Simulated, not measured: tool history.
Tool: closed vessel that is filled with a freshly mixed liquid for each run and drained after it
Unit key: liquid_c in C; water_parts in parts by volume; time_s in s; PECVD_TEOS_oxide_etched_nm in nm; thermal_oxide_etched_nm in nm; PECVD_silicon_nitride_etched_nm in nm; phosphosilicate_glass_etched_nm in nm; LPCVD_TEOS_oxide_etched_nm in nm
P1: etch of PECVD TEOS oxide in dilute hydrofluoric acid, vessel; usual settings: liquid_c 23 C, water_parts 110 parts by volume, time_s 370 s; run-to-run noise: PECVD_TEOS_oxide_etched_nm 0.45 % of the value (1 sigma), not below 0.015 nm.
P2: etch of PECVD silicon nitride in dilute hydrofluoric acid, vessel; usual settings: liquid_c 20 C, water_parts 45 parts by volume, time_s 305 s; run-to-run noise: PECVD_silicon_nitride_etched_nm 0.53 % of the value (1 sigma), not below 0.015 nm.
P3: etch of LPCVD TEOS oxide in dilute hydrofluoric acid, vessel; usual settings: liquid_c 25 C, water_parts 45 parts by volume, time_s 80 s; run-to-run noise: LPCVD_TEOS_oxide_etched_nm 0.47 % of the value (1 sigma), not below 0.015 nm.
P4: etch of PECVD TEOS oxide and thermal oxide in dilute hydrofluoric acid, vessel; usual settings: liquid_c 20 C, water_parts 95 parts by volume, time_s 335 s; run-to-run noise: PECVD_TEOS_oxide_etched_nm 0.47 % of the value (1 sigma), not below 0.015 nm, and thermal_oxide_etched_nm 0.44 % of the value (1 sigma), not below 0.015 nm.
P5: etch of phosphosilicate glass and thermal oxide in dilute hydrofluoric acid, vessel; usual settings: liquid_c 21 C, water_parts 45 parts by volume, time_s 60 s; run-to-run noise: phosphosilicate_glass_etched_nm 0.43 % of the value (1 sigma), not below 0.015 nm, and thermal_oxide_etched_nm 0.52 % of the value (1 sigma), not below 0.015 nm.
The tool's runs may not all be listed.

run   hour  process  liquid_c  water_parts  time_s  hours since the thermometer was replaced  hours since the hydrofluoric acid flow meter was replaced  PECVD_TEOS_oxide_etched_nm  thermal_oxide_etched_nm  PECVD_silicon_nitride_etched_nm  phosphosilicate_glass_etched_nm  LPCVD_TEOS_oxide_etched_nm
  1    8.8       P1        23          110     370                                    1635.1                                                      570.1                      35.003
  2   17.1       P1        17          110     370                                    1643.4                                                      578.4                      27.335
  3   23.2       P1        23           70      30                                    1649.5                                                      584.5                      4.6803
  4   27.8       P1        23          110     140                                    1654.1                                                      589.1                      13.276
        30  -- hydrofluoric acid flow meter replaced
  5   32.6       P4        20           35     335                                    1658.9                                                        2.6                      75.156                   43.925
  6   42.5       P2        20           25     305                                    1668.8                                                       12.5                                                                                46.885
  7   48.1       P4        20           95     335                                    1674.4                                                       18.1                      25.794                   15.097
  8   57.6       P5        21           45     110                                    1683.9                                                       27.6                                               11.092                                                            165.43
  9   67.1       P1        17           75     370                                    1693.4                                                       37.1                      41.951
 10   73.1       P2        20           45      90                                    1699.4                                                       43.1                                                                                7.8102
 11   80.9       P3        17           45      80                                    1707.2                                                       50.9                                                                                                                                             23.386
 12   88.5       P3        25           45      30                                    1714.8                                                       58.5                                                                                                                                             12.273
 13   94.1       P4        20           95     335                                    1720.4                                                       64.1                      25.668                   14.933
 14   99.3       P1        23           40     370                                    1725.6                                                       69.3                      104.58
 15  105.6       P1        23          110     370                                    1731.9                                                       75.6                      35.335
 16  115.6       P1        23          110     370                                    1741.9                                                       85.6                      34.743
 17    123       P2        20           45     305                                    1749.3                                                         93                                                                                26.611
 18  131.9       P1        23          155     370                                    1758.2                                                      101.9                      23.824
 19  136.9       P3        25           45      80                                    1763.2                                                      106.9                                                                                                                                             33.066
 20  146.8       P5        21           75      60                                    1773.1                                                      116.8                                               3.4824                                                            51.905
 21    156       P5      28.5           45      60                                    1782.3                                                        126                                               8.2305                                                            122.89
 22  160.4       P4        17           95     335                                    1786.7                                                      130.4                      22.749                   13.207
 23  167.9       P1        23          110     560                                    1794.2                                                      137.9                      52.866
 24  176.1       P1        23          110     370                                    1802.4                                                      146.1                      35.082
 25    182       P3        25           30      80                                    1808.3                                                        152                                                                                                                                              50.55
 26  186.8       P5        21           45      60                                    1813.1                                                      156.8                                               6.0016                                                            90.112
 27    196       P1        17          110     610                                    1822.3                                                        166                      44.948
 28  200.4       P2        17           45     305                                    1826.7                                                      170.4                                                                                21.493
 29  209.6       P1        23          110     370                                    1835.9                                                      179.6                       35.18
 30  217.9       P3        25           45      80                                    1844.2                                                      187.9                                                                                                                                             33.099
 31  225.7       P4        20           95     615                                      1852                                                      195.7                      47.065                    27.52
 32    232       P1      31.5          110     370                                    1858.3                                                        202                      48.236
 33  241.8       P1        23          110     370                                    1868.1                                                      211.8                       34.85
 34  250.2       P1        23          110     370                                    1876.5                                                      220.2                      34.974
 35  255.5       P1        23          110     370                                    1881.8                                                      225.5                      34.629
 36  261.2       P1        23          110     370                                    1887.5                                                      231.2                      34.293
 37  270.5       P1        23          110     370                                    1896.8                                                      240.5                      33.469
 38  279.2       P1        23          110     370                                    1905.5                                                      249.2                      33.251
 39  284.6       P1        23          110     370                                    1910.9                                                      254.6                      33.002
 40  291.6       P1        23          110     370                                    1917.9                                                      261.6                      32.944
 41  297.7       P1        23          110     370                                      1924                                                      267.7                      32.683
 42  304.5       P1        23          110     370                                    1930.8                                                      274.5                      32.803
 43  312.4       P1        23          110     370                                    1938.7                                                      282.4                      32.439
 44  318.9       P1        23          110     370                                    1945.2                                                      288.9                      32.834

The output of P1 has drifted from where it used to be. Each of the 2 causes below, taken at the size shown beside it, accounts for the log equally well:
A: liquid colder than its thermometer reads (K) = 1.65
B: hydrofluoric acid flow below the setpoint (%) = 5.65
The onset of the drift is placed at about hour 255.5.

Listed below are the offered check runs, one wafer per run, with question marks in place of results. For which of them would the causes give clearly different outcomes?
check 1  325.4       P2        20           45     305                                                                                                                                                                                          ?
check 2  325.4       P5        21           45      60                                                                                                                                                         ?                                                                 ?
check 3  325.4       P3        25           45      80                                                                                                                                                                                                                                                       ?
check 4  325.4       P4        20           95     335                                                                                                                                ?                        ?

What every check run would give for each of its results, assuming each possible cause in turn:
  check                           result    if A    if B
check 1  PECVD_silicon_nitride_etched_nm  23.757  25.206
check 2          thermal_oxide_etched_nm  5.6253  5.6753
check 2  phosphosilicate_glass_etched_nm  83.793  84.538
check 3       LPCVD_TEOS_oxide_etched_nm  30.888  31.085
check 4       PECVD_TEOS_oxide_etched_nm  24.048  24.143
check 4          thermal_oxide_etched_nm  14.008  14.063
Minimum pairwise separation of causes per check, each pair taken at its best-separating result: check 1 5.92 %; check 2 0.89 %; check 3 0.64 %; check 4 0.39 %
Only check 1 tells the causes apart: in the others they would give nearly the same result.

Check 1 was then run and gave: PECVD_silicon_nitride_etched_nm 25.395 nm. Which cause is it?

The correct cause is B, namely: hydrofluoric acid flow below the setpoint (%).
